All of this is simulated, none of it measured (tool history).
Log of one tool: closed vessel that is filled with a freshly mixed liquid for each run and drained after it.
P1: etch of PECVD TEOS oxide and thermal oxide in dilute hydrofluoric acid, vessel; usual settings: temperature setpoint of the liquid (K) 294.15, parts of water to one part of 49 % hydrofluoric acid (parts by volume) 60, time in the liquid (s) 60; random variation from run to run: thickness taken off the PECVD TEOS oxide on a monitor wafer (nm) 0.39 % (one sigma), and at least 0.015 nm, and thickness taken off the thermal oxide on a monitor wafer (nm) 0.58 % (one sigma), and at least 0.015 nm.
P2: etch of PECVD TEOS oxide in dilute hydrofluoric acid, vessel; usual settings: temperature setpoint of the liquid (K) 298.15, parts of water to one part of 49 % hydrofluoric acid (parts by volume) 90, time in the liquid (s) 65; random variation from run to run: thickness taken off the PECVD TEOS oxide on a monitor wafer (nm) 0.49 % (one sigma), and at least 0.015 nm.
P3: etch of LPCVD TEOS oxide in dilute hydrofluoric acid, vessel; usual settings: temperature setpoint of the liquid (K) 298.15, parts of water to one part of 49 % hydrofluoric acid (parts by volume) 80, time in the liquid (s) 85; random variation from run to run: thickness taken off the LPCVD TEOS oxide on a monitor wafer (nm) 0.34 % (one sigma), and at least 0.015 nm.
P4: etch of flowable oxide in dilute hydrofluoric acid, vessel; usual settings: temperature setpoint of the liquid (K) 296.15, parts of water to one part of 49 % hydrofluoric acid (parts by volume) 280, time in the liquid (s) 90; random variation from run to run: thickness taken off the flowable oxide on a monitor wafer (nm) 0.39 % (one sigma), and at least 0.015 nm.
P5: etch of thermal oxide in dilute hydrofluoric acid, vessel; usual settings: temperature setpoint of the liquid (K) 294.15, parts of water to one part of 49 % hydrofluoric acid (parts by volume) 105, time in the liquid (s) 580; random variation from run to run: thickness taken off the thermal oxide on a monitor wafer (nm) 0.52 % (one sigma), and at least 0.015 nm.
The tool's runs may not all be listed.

run     day  process that ran  temperature setpoint of the liquid (K)  parts of water to one part of 49 % hydrofluoric acid (parts by volume)  time in the liquid (s)  hours since the thermometer was replaced  hours since the hydrofluoric acid flow meter was replaced  thickness taken off the PECVD TEOS oxide on a monitor wafer (nm)  thickness taken off the thermal oxide on a monitor wafer (nm)  thickness taken off the LPCVD TEOS oxide on a monitor wafer (nm)  thickness taken off the flowable oxide on a monitor wafer (nm)
  1   0.638                P1                                  294.15                                                                      60                      60                                    1955.1                                                      822.3                                                            11.991                                                         4.2407
  2     1.2                P3                                  298.15                                                                     135                      85                                    1968.6                                                      835.8                                                                                                                                                                                             10.333
  3   1.538                P1                                  302.15                                                                      30                      60                                    1976.7                                                      843.9                                                            34.578                                                         12.308
  4    1.95                P2                                  298.15                                                                     150                      65                                    1986.6                                                      853.8                                                            3.6244
  5   2.296                P5                                  294.15                                                                     105                    1160                                    1994.9                                                      862.1                                                                                                                           47.844
  6   2.721                P2                                  298.15                                                                      90                     125                                    2005.1                                                      872.3                                                            12.441
  7   3.171                P3                                  298.15                                                                      80                      85                                    2015.9                                                      883.1                                                                                                                                                                                             18.877
  8     3.6                P5                                  290.15                                                                     105                     580                                    2026.2                                                      893.4                                                                                                                           20.397
  9   4.079                P4                                  296.15                                                                     280                      90                                    2037.7                                                      904.9                                                                                                                                                                                                                                                             8.9306
 10   4.546                P4                                  296.15                                                                     280                      90                                    2048.9                                                      916.1                                                                                                                                                                                                                                                             8.8829
 11   4.904                P1                                  294.15                                                                      20                      60                                    2057.5                                                      924.7                                                            37.723                                                         13.445
 12    5.55                P3                                  298.15                                                                      80                      85                                      2073                                                      940.2                                                                                                                                                                                             18.649
 13   6.075                P3                                  304.65                                                                      80                      85                                    2085.6                                                      952.8                                                                                                                                                                                             24.222
 14   6.508                P1                                  294.15                                                                      60                      60                                      2096                                                      963.2                                                            11.938                                                         4.3059
 15   6.825                P1                                  294.15                                                                      60                      60                                    2103.6                                                      970.8                                                            12.019                                                         4.2599
 16   7.454                P1                                  294.15                                                                      60                      30                                    2118.7                                                      985.9                                                            5.9422                                                         2.1442
 17       8                P2                                  298.15                                                                      90                      65                                    2131.8                                                        999                                                            6.4773
 18   8.379                P1                                  290.15                                                                      60                      60                                    2140.9                                                     1008.1                                                            10.088                                                         3.6157
 19   8.796                P3                                  298.15                                                                      80                      45                                    2150.9                                                     1018.1                                                                                                                                                                                             9.9722
 20   9.338                P4                                  296.15                                                                     280                      35                                    2163.9                                                     1031.1                                                                                                                                                                                                                                                             3.4375
 21   9.638                P1                                  294.15                                                                     100                      60                                    2171.1                                                     1038.3                                                            6.8371                                                         2.4144
 22   9.962                P1                                  294.15                                                                      60                     105                                    2178.9                                                     1046.1                                                            20.778                                                         7.4708
 23  10.554                P5                                  294.15                                                                     155                     580                                    2193.1                                                     1060.3                                                                                                                           15.451
 24    10.9                P4                                  303.65                                                                     280                      90                                    2201.4                                                     1068.6                                                                                                                                                                                                                                                             11.458
 25  11.483                P2                                  292.65                                                                      90                      65                                    2215.4                                                     1082.6                                                            5.1375
 26  11.925                P1                                  302.15                                                                      60                      60                                      2226                                                     1093.2                                                             16.43                                                         5.9558
 27  12.342                P5                                  294.15                                                                     105                     580                                      2236                                                     1103.2                                                                                                                           23.821
 28  12.638                P4                                  296.15                                                                     425                      90                                    2243.1                                                     1110.3                                                                                                                                                                                                                                                             5.1491
 29  13.067                P1                                  294.15                                                                      60                      60                                    2253.4                                                     1120.6                                                            11.891                                                         4.2971
 30  13.362                P2                                  298.15                                                                      90                      65                                    2260.5                                                     1127.7                                                              6.46
 31  13.683                P1                                  294.15                                                                      60                      60                                    2268.2                                                     1135.4                                                            11.967                                                         4.2677
 32  14.212                P1                                  294.15                                                                      60                      60                                    2280.9                                                     1148.1                                                            11.474                                                         4.0881
 33  14.754                P1                                  294.15                                                                      60                      60                                    2293.9                                                     1161.1                                                            11.212                                                         4.0118
 34  15.162                P1                                  294.15                                                                      60                      60                                    2303.7                                                     1170.9                                                            11.104                                                         3.9192
 35  15.775                P1                                  294.15                                                                      60                      60                                    2318.4                                                     1185.6                                                            11.009                                                         3.9511
 36  16.392                P1                                  294.15                                                                      60                      60                                    2333.2                                                     1200.4                                                            10.888                                                         3.9209
 37  17.058                P1                                  294.15                                                                      60                      60                                    2349.2                                                     1216.4                                                            10.831                                                         3.9049
 38  17.558                P1                                  294.15                                                                      60                      60                                    2361.2                                                     1228.4                                                             10.87                                                         3.8717

What P1 gives has crept away from where it was. These 2 causes fit the log equally well, each at the size given:
A: hydrofluoric acid flow below the setpoint (%) = 8.31
B: liquid colder than its thermometer reads (K) = 2.21
The creep began at about day 13.683.

4 check runs are offered, one wafer each, their results left as question marks. Which one tells the causes apart?
check 1  18.058                P2                                  298.15                                                                      90                      65                                                                                                                                                                      ?
check 2  18.058                P5                                  294.15                                                                     105                     580                                                                                                                                                                                                                                     ?
check 3  18.058                P4                                  296.15                                                                     280                      90                                                                                                                                                                                                                                                                                                                                                                       ?
check 4  18.058                P3                                  298.15                                                                      80                      85                                                                                                                                                                                                                                                                                                       ?

What each check would give under each cause:
  check                                                            result    if A    if B
check 1  thickness taken off the PECVD TEOS oxide on a monitor wafer (nm)  5.8516  5.9037
check 2     thickness taken off the thermal oxide on a monitor wafer (nm)  21.825  21.977
check 3    thickness taken off the flowable oxide on a monitor wafer (nm)  7.9652  8.2193
check 4  thickness taken off the LPCVD TEOS oxide on a monitor wafer (nm)  17.091  17.214
How far apart the two closest causes lie, in the result that separates them most: check 1 0.89 %; check 2 0.7 %; check 3 3.14 %; check 4 0.72 %
Check 3 tells the causes apart: in the others they would give nearly the same result.

Check 3 was then run and gave: thickness taken off the flowable oxide on a monitor wafer (nm) 8.0208. Which cause is it?

It is A: hydrofluoric acid flow below the setpoint (%).

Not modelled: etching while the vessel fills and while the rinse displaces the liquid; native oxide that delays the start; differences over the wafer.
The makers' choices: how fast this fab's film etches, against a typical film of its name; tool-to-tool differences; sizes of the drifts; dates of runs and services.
